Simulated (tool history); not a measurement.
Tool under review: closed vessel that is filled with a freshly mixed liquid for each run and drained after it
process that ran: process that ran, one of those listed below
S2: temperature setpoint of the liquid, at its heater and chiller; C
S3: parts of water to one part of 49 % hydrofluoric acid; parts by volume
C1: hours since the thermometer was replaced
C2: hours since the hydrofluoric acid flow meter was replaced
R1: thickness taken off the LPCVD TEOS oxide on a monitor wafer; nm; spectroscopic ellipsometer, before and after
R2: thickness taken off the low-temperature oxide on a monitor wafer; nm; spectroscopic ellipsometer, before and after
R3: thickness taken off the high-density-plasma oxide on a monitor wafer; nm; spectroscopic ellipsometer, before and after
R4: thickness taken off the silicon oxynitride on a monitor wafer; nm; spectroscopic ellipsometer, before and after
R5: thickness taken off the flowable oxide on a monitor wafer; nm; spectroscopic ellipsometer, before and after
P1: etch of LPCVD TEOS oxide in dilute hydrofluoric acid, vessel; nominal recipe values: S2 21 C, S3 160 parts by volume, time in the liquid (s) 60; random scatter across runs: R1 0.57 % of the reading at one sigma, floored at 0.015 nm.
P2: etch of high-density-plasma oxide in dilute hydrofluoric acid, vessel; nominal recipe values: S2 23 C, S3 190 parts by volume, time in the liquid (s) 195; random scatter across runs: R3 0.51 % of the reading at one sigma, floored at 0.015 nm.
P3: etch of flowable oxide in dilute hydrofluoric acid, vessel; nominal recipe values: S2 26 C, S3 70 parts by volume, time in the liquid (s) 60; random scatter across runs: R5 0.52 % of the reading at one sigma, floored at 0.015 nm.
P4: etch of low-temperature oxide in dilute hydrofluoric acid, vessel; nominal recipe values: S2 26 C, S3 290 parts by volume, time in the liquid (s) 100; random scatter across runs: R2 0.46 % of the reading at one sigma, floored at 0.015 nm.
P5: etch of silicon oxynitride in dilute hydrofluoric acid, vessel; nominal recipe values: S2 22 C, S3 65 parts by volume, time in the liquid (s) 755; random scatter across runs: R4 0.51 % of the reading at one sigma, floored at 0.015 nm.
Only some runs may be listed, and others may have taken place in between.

Run 1, day 0.196: process that ran P1, S2 21 C, S3 160 parts by volume, time in the liquid (s) 60; C1 428.3; C2 230.4. Result: R1 10.203 nm.
Run 2, day 0.4: process that ran P4, S2 26 C, S3 290 parts by volume, time in the liquid (s) 100; C1 433.2; C2 235.3. Result: R2 5.8322 nm.
Run 3, day 0.717: process that ran P1, S2 21 C, S3 160 parts by volume, time in the liquid (s) 30; C1 440.8; C2 242.9. Result: R1 5.1225 nm.
Run 4, day 0.967: process that ran P1, S2 17 C, S3 160 parts by volume, time in the liquid (s) 60; C1 446.8; C2 248.9. Result: R1 8.682 nm.
Run 5, day 1.296: process that ran P1, S2 29 C, S3 160 parts by volume, time in the liquid (s) 60; C1 454.7; C2 256.8. Result: R1 13.767 nm.
Run 6, day 1.575: process that ran P1, S2 21 C, S3 160 parts by volume, time in the liquid (s) 95; C1 461.4; C2 263.5. Result: R1 16.031 nm.
Run 7, day 1.754: process that ran P1, S2 21 C, S3 35 parts by volume, time in the liquid (s) 60; C1 465.7; C2 267.8. Result: R1 53.736 nm.
Run 8, day 1.971: process that ran P2, S2 23 C, S3 95 parts by volume, time in the liquid (s) 195; C1 470.9; C2 273. Result: R3 12.287 nm.
Run 9, day 2.167: process that ran P1, S2 21 C, S3 160 parts by volume, time in the liquid (s) 60; C1 475.6; C2 277.7. Result: R1 10.232 nm.
Run 10, day 2.433: process that ran P5, S2 22 C, S3 20 parts by volume, time in the liquid (s) 755; C1 482; C2 284.1. Result: R4 142.83 nm.
At day 2.483: thermometer replaced.
Run 11, day 2.796: process that ran P5, S2 22 C, S3 65 parts by volume, time in the liquid (s) 755; C1 7.5; C2 292.8. Result: R4 42.512 nm.
Run 12, day 2.971: process that ran P3, S2 33.5 C, S3 70 parts by volume, time in the liquid (s) 60; C1 11.7; C2 297. Result: R5 31.016 nm.
Run 13, day 3.258: process that ran P5, S2 27.5 C, S3 65 parts by volume, time in the liquid (s) 755; C1 18.6; C2 303.9. Result: R4 55.964 nm.
Run 14, day 3.625: process that ran P2, S2 17.5 C, S3 190 parts by volume, time in the liquid (s) 195; C1 27.4; C2 312.7. Result: R3 4.5161 nm.
Run 15, day 3.933: process that ran P2, S2 23 C, S3 190 parts by volume, time in the liquid (s) 30; C1 34.8; C2 320.1. Result: R3 0.87013 nm.
Run 16, day 4.158: process that ran P1, S2 21 C, S3 160 parts by volume, time in the liquid (s) 60; C1 40.2; C2 325.5. Result: R1 10.107 nm.
Run 17, day 4.508: process that ran P1, S2 21 C, S3 160 parts by volume, time in the liquid (s) 60; C1 48.6; C2 333.9. Result: R1 10.11 nm.
Run 18, day 4.729: process that ran P3, S2 26 C, S3 70 parts by volume, time in the liquid (s) 60; C1 53.9; C2 339.2. Result: R5 23.359 nm.
Run 19, day 4.888: process that ran P5, S2 22 C, S3 65 parts by volume, time in the liquid (s) 255; C1 57.7; C2 343. Result: R4 14.286 nm.
Run 20, day 5.217: process that ran P2, S2 23 C, S3 190 parts by volume, time in the liquid (s) 195; C1 65.6; C2 350.9. Result: R3 5.5402 nm.
Run 21, day 5.446: process that ran P5, S2 22 C, S3 65 parts by volume, time in the liquid (s) 755; C1 71.1; C2 356.4. Result: R4 42.449 nm.
Run 22, day 5.671: process that ran P2, S2 23 C, S3 190 parts by volume, time in the liquid (s) 195; C1 76.5; C2 361.8. Result: R3 5.5772 nm.
Run 23, day 5.879: process that ran P3, S2 26 C, S3 20 parts by volume, time in the liquid (s) 60; C1 81.5; C2 366.8. Result: R5 88.731 nm.
Run 24, day 6.138: process that ran P4, S2 32.5 C, S3 290 parts by volume, time in the liquid (s) 100; C1 87.7; C2 373. Result: R2 7.1574 nm.
Run 25, day 6.412: process that ran P3, S2 26 C, S3 70 parts by volume, time in the liquid (s) 100; C1 94.3; C2 379.6. Result: R5 39.237 nm.
Run 26, day 6.779: process that ran P1, S2 21 C, S3 275 parts by volume, time in the liquid (s) 60; C1 103.1; C2 388.4. Result: R1 5.2337 nm.
Run 27, day 7.129: process that ran P4, S2 26 C, S3 290 parts by volume, time in the liquid (s) 30; C1 111.5; C2 396.8. Result: R2 1.7258 nm.
Run 28, day 7.458: process that ran P1, S2 17 C, S3 270 parts by volume, time in the liquid (s) 60; C1 119.4; C2 404.7. Result: R1 4.64 nm.

Expected results for the next run?
Run 29, day 7.738: process that ran P4, S2 26 C, S3 70 parts by volume, time in the liquid (s) 100; C1 126.1; C2 411.4. Result: R2 ?.

Run 29 measured R2 31.27 nm.
